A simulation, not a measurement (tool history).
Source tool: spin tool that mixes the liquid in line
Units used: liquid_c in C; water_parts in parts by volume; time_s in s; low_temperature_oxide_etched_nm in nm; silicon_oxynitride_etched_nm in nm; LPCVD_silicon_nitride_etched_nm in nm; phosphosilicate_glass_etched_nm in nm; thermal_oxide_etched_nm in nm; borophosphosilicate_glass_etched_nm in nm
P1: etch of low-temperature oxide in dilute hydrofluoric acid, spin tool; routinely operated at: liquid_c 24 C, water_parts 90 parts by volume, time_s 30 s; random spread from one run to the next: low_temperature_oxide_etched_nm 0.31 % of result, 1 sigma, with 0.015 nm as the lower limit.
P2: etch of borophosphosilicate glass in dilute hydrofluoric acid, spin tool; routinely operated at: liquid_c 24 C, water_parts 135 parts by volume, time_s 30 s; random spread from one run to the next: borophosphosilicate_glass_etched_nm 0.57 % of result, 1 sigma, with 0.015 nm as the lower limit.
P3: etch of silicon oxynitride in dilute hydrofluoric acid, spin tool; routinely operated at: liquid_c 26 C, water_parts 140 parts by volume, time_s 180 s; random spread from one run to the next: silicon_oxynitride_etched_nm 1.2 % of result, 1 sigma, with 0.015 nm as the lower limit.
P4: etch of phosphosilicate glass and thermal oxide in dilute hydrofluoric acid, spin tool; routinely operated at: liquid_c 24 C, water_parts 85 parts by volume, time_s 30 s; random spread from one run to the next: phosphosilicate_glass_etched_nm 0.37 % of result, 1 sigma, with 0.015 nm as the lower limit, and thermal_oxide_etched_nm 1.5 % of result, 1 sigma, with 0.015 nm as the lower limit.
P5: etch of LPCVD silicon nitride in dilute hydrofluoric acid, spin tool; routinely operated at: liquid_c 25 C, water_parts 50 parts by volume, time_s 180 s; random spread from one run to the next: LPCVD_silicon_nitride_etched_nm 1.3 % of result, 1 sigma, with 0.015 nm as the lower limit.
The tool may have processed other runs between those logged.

run	hour	process	liquid_c	water_parts	time_s	hours since the thermometer was replaced	hours since the hydrofluoric acid flow meter was replaced	low_temperature_oxide_etched_nm	silicon_oxynitride_etched_nm	LPCVD_silicon_nitride_etched_nm	phosphosilicate_glass_etched_nm	thermal_oxide_etched_nm	borophosphosilicate_glass_etched_nm
1	6.6	P1	24	90	30	865.6	635.4	11.858					
2	13.6	P1	24	90	30	872.6	642.4	11.788					
3	21.4	P3	26	140	180	880.4	650.2		1.9426				
4	31	P1	19	35	30	890	659.8	26.439					
5	38.7	P1	24	90	30	897.7	667.5	11.747					
6	46.5	P3	26	140	330	905.5	675.3		3.5583				
7	53.5	P5	25	50	180	912.5	682.3			1.9626			
8	58.8	P4	24	30	30	917.8	687.6				206	5.4816	
9	67.6	P3	20.5	140	180	926.6	696.4		1.5595				
10	73.1	P1	17	90	30	932.1	701.9	8.8461					
11	82.3	P1	30	90	45	941.3	711.1	22.419					
12	88.5	P4	24	85	60	947.5	717.3				136.43	3.5778	
13	95	P1	24	90	30	954	723.8	11.829					
14	102.9	P5	25	85	180	961.9	731.7			1.1779			
15	112.2	P2	24	135	30	971.2	741						16.717
16	118.7	P5	25	50	40	977.7	747.5			0.44632			
17	128	P1	24	20	30	987	756.8	58.278					
18	135.8	P3	26	55	180	994.8	764.6		5.4232				
19	143.6	P1	29	90	30	1002.6	772.4	14.441					
20	151.2	P1	24	90	15	1010.2	780	5.8914					
21	162	P4	24	85	30	1021	790.8				68.098	1.8265	
22	172.1	P1	24	160	30	1031.1	800.9	6.1053					
23	182.5	P3	26	140	180	1041.5	811.3		1.9601				
24	188.9	P2	24	225	30	1047.9	817.7						9.1055
25	196.3	P2	24	135	50	1055.3	825.1						27.81
26	201.6	P1	24	90	60	1060.6	830.4	23.625					
27	208.1	P2	17	135	30	1067.1	836.9						12.571
28	217	P5	18	50	180	1076	845.8			1.2317			
29	226.6	P4	17	85	30	1085.6	855.4				50.733	1.3735	
30	237.3	P1	24	90	30	1096.3	866.1	11.852					
31	244.7	P1	24	90	30	1103.7	873.5	11.807					
32	255.2	P1	19.5	90	15	1114.2	884	4.9042					
33	262.7	P1	24	90	30	1121.7	891.5	11.735					
34	273.3	P1	24	90	30	1132.3	902.1	12.364					
35	283.6	P1	24	90	30	1142.6	912.4	12.679					
36	288.6	P1	24	90	30	1147.6	917.4	12.802					
37	300	P1	24	90	30	1159	928.8	12.815					
38	307.4	P1	24	90	30	1166.4	936.2	12.966					
39	313.7	P1	24	90	30	1172.7	942.5	13.004					
40	320.4	P1	24	90	30	1179.4	949.2	13.038					
41	327.8	P1	24	90	30	1186.8	956.6	13.038					

What P1 gives has crept off from where it sat before. The 2 causes that follow fit the log equally well, each at the size noted:
A: liquid hotter than its thermometer reads (K) = 2.42
B: hydrofluoric acid flow above the setpoint (%) = 8.98
Onset of the creep was near hour 262.7.

Which of the check runs below tells the causes apart, meaning the causes would give it clearly different results? Each run uses 2 wafers whose results are averaged, and each result is shown as a question mark.
check 1	335.2	P4	24	85	30						?	?	
check 2	335.2	P2	24	135	30								?
check 3	335.2	P5	25	50	180					?			
check 4	335.2	P3	26	140	180				?				

Check results expected under each cause:
check	result	if A	if B
check 1	phosphosilicate_glass_etched_nm	74.732	74.648
check 1	thermal_oxide_etched_nm	1.9746	1.9724
check 2	borophosphosilicate_glass_etched_nm	18.304	18.426
check 3	LPCVD_silicon_nitride_etched_nm	2.3282	2.1571
check 4	silicon_oxynitride_etched_nm	2.1959	2.169
Separation of the two closest causes in each check, using whichever result separates them best: check 1 0.11 %; check 2 0.67 %; check 3 7.63 %; check 4 1.24 %
Check 3 distinguishes between the causes, while the remaining checks would return nearly the same result for all of them.

Check 3 was then run and gave: LPCVD_silicon_nitride_etched_nm 2.3569 nm. Which cause is it?

It is A: liquid hotter than its thermometer reads (K).

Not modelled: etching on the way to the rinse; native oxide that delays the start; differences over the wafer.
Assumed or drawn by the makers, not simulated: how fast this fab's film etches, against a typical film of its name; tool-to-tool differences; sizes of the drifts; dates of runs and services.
